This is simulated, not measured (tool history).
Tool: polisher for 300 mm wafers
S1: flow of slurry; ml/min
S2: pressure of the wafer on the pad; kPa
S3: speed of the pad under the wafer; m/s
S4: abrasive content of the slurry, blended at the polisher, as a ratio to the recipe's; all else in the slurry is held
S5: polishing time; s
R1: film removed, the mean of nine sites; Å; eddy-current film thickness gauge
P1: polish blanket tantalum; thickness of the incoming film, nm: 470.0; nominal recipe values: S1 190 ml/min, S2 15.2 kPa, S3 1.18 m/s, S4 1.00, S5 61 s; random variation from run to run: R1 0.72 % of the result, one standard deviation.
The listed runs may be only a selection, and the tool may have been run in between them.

{"run": 1, "hour": 9.4, "S1": 190, "S2": 15.2, "S3": 1.18, "S4": 1.0, "S5": 61, "R1": 1227.8}
{"run": 2, "hour": 16.3, "S1": 115, "S2": 15.2, "S3": 1.18, "S4": 0.6, "S5": 61, "R1": 935.89}
{"run": 3, "hour": 24.9, "S1": 190, "S2": 15.2, "S3": 1.18, "S4": 1.0, "S5": 61, "R1": 1216.8}
{"run": 4, "hour": 35.0, "S1": 190, "S2": 15.2, "S3": 1.18, "S4": 1.0, "S5": 33, "R1": 664.61}
{"run": 5, "hour": 42.2, "S1": 290, "S2": 15.2, "S3": 1.18, "S4": 1.0, "S5": 61, "R1": 1281.1}
{"run": 6, "hour": 48.8, "S1": 190, "S2": 9.0, "S3": 1.18, "S4": 1.0, "S5": 61, "R1": 731.42}
{"run": 7, "hour": 55.6, "S1": 190, "S2": 15.2, "S3": 1.72, "S4": 1.0, "S5": 61, "R1": 1804.8}
{"run": 8, "hour": 63.7, "S1": 115, "S2": 15.2, "S3": 1.18, "S4": 1.0, "S5": 61, "R1": 1117.3}
{"run": 9, "hour": 70.1, "S1": 190, "S2": 15.2, "S3": 1.18, "S4": 1.0, "S5": 61, "R1": 1221.6}
{"run": 10, "hour": 78.1, "S1": 190, "S2": 15.2, "S3": 1.18, "S4": 1.45, "S5": 61, "R1": 1345.7}
{"run": 11, "hour": 89.3, "S1": 190, "S2": 15.2, "S3": 1.18, "S4": 1.0, "S5": 61, "R1": 1224.2}
{"run": 12, "hour": 99.0, "S1": 190, "S2": 15.2, "S3": 1.18, "S4": 1.0, "S5": 81, "R1": 1638.3}
{"run": 13, "hour": 106.7, "S1": 190, "S2": 15.2, "S3": 1.18, "S4": 0.65, "S5": 61, "R1": 1048.9}
{"hour": 111.1, "done": "head pressure recalibrated"}
{"run": 14, "hour": 116.6, "S1": 190, "S2": 15.2, "S3": 1.18, "S4": 1.0, "S5": 61, "R1": 1208.5}
{"run": 15, "hour": 124.7, "S1": 190, "S2": 15.2, "S3": 0.54, "S4": 1.0, "S5": 61, "R1": 559.52}
{"run": 16, "hour": 132.3, "S1": 190, "S2": 24.1, "S3": 1.18, "S4": 1.0, "S5": 61, "R1": 1916.1}
{"run": 17, "hour": 142.2, "S1": 190, "S2": 15.2, "S3": 1.18, "S4": 1.0, "S5": 61, "R1": 1218.6}
{"run": 18, "hour": 151.4, "S1": 290, "S2": 15.2, "S3": 1.56, "S4": 1.0, "S5": 61, "R1": 1705.8}
{"run": 19, "hour": 157.5, "S1": 190, "S2": 15.2, "S3": 1.18, "S4": 1.0, "S5": 61, "R1": 1220.8}
{"run": 20, "hour": 165.9, "S1": 190, "S2": 15.2, "S3": 1.18, "S4": 1.0, "S5": 61, "R1": 1174.5}
{"run": 21, "hour": 172.7, "S1": 190, "S2": 15.2, "S3": 1.18, "S4": 1.0, "S5": 61, "R1": 1130.2}
{"run": 22, "hour": 182.6, "S1": 190, "S2": 15.2, "S3": 1.18, "S4": 1.0, "S5": 61, "R1": 1124.7}
{"run": 23, "hour": 191.9, "S1": 190, "S2": 15.2, "S3": 1.18, "S4": 1.0, "S5": 61, "R1": 1105.8}
{"hour": 195.0, "done": "worn pad replaced by a new one"}
{"hour": 196.2, "done": "slurry nozzle cleaned"}
{"run": 24, "hour": 199.9, "S1": 190, "S2": 15.2, "S3": 1.18, "S4": 1.0, "S5": 61, "R1": 1092.1}
{"run": 25, "hour": 209.8, "S1": 190, "S2": 15.2, "S3": 1.18, "S4": 1.0, "S5": 61, "R1": 1077.5}

The next listed run, before its measurement:
{"run": 26, "hour": 219.1, "S1": 190, "S2": 15.2, "S3": 1.18, "S4": 1.0, "S5": 61, "R1": "?"}

For run 26 the tool returned R1 1068.70 Å.

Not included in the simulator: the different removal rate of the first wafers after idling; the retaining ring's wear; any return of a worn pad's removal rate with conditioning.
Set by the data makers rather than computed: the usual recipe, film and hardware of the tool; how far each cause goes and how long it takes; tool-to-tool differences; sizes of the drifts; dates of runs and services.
